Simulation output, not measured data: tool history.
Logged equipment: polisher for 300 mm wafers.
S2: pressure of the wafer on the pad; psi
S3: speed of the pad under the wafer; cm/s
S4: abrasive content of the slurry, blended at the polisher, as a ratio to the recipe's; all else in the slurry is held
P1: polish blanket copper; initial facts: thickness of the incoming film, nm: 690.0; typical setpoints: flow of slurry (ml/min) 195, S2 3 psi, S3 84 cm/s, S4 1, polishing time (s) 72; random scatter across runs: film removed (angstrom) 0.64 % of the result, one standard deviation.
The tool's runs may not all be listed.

{"run": 1, "hour": 3.5, "flow of slurry (ml/min)": 195, "S2": 3, "S3": 84, "S4": 1, "polishing time (s)": 72, "film removed (angstrom)": 2004.9}
{"run": 2, "hour": 7.1, "flow of slurry (ml/min)": 195, "S2": 3, "S3": 84, "S4": 1, "polishing time (s)": 72, "film removed (angstrom)": 1977.2}
{"run": 3, "hour": 10.2, "flow of slurry (ml/min)": 195, "S2": 3, "S3": 84, "S4": 1, "polishing time (s)": 35, "film removed (angstrom)": 967.06}
{"run": 4, "hour": 13.0, "flow of slurry (ml/min)": 195, "S2": 3, "S3": 84, "S4": 1, "polishing time (s)": 108, "film removed (angstrom)": 2939.6}
{"run": 5, "hour": 16.9, "flow of slurry (ml/min)": 195, "S2": 3, "S3": 84, "S4": 1.35, "polishing time (s)": 72, "film removed (angstrom)": 2129.3}
{"run": 6, "hour": 18.8, "flow of slurry (ml/min)": 195, "S2": 3, "S3": 132, "S4": 1, "polishing time (s)": 72, "film removed (angstrom)": 3133.6}
{"run": 7, "hour": 21.5, "flow of slurry (ml/min)": 115, "S2": 3, "S3": 84, "S4": 1, "polishing time (s)": 72, "film removed (angstrom)": 1792.3}
{"run": 8, "hour": 24.3, "flow of slurry (ml/min)": 250, "S2": 3, "S3": 84, "S4": 1, "polishing time (s)": 72, "film removed (angstrom)": 2030.1}
{"run": 9, "hour": 28.5, "flow of slurry (ml/min)": 195, "S2": 3, "S3": 46, "S4": 1, "polishing time (s)": 72, "film removed (angstrom)": 1078.8}
{"run": 10, "hour": 31.0, "flow of slurry (ml/min)": 285, "S2": 2.1, "S3": 84, "S4": 1, "polishing time (s)": 72, "film removed (angstrom)": 1438.1}
{"run": 11, "hour": 33.4, "flow of slurry (ml/min)": 195, "S2": 3, "S3": 84, "S4": 1, "polishing time (s)": 72, "film removed (angstrom)": 1998.8}
{"hour": 34.4, "done": "slurry nozzle cleaned"}
{"run": 12, "hour": 35.9, "flow of slurry (ml/min)": 195, "S2": 3, "S3": 84, "S4": 0.8, "polishing time (s)": 72, "film removed (angstrom)": 1904}
{"run": 13, "hour": 39.8, "flow of slurry (ml/min)": 195, "S2": 3, "S3": 84, "S4": 1, "polishing time (s)": 72, "film removed (angstrom)": 1968.3}
{"run": 14, "hour": 41.8, "flow of slurry (ml/min)": 195, "S2": 3, "S3": 84, "S4": 1, "polishing time (s)": 72, "film removed (angstrom)": 2002.6}
{"run": 15, "hour": 43.7, "flow of slurry (ml/min)": 195, "S2": 3, "S3": 84, "S4": 1, "polishing time (s)": 72, "film removed (angstrom)": 1998.3}
{"run": 16, "hour": 45.8, "flow of slurry (ml/min)": 195, "S2": 4, "S3": 84, "S4": 1, "polishing time (s)": 72, "film removed (angstrom)": 2637.4}
{"run": 17, "hour": 47.8, "flow of slurry (ml/min)": 195, "S2": 1.4, "S3": 84, "S4": 1, "polishing time (s)": 72, "film removed (angstrom)": 920.86}
{"run": 18, "hour": 49.7, "flow of slurry (ml/min)": 195, "S2": 3, "S3": 84, "S4": 1, "polishing time (s)": 72, "film removed (angstrom)": 1976.2}
{"run": 19, "hour": 53.8, "flow of slurry (ml/min)": 195, "S2": 3, "S3": 84, "S4": 1, "polishing time (s)": 72, "film removed (angstrom)": 1934.8}
{"run": 20, "hour": 56.3, "flow of slurry (ml/min)": 195, "S2": 3, "S3": 84, "S4": 1, "polishing time (s)": 72, "film removed (angstrom)": 1912.6}
{"run": 21, "hour": 59.3, "flow of slurry (ml/min)": 195, "S2": 3, "S3": 84, "S4": 1, "polishing time (s)": 72, "film removed (angstrom)": 1895}
{"hour": 60.6, "done": "worn pad replaced by a new one"}
{"run": 22, "hour": 62.4, "flow of slurry (ml/min)": 195, "S2": 3, "S3": 84, "S4": 1, "polishing time (s)": 72, "film removed (angstrom)": 1891.1}
{"run": 23, "hour": 64.3, "flow of slurry (ml/min)": 195, "S2": 3, "S3": 84, "S4": 1, "polishing time (s)": 72, "film removed (angstrom)": 1885.3}

Run 24 is up next; what results do you expect?
{"hour": 65.1, "done": "slurry blender recalibrated"}
{"run": 24, "hour": 67.8, "flow of slurry (ml/min)": 195, "S2": 3, "S3": 84, "S4": 1, "polishing time (s)": 72, "film removed (angstrom)": "?"}

{"run 24": {"film removed (angstrom)": 1880.2}}
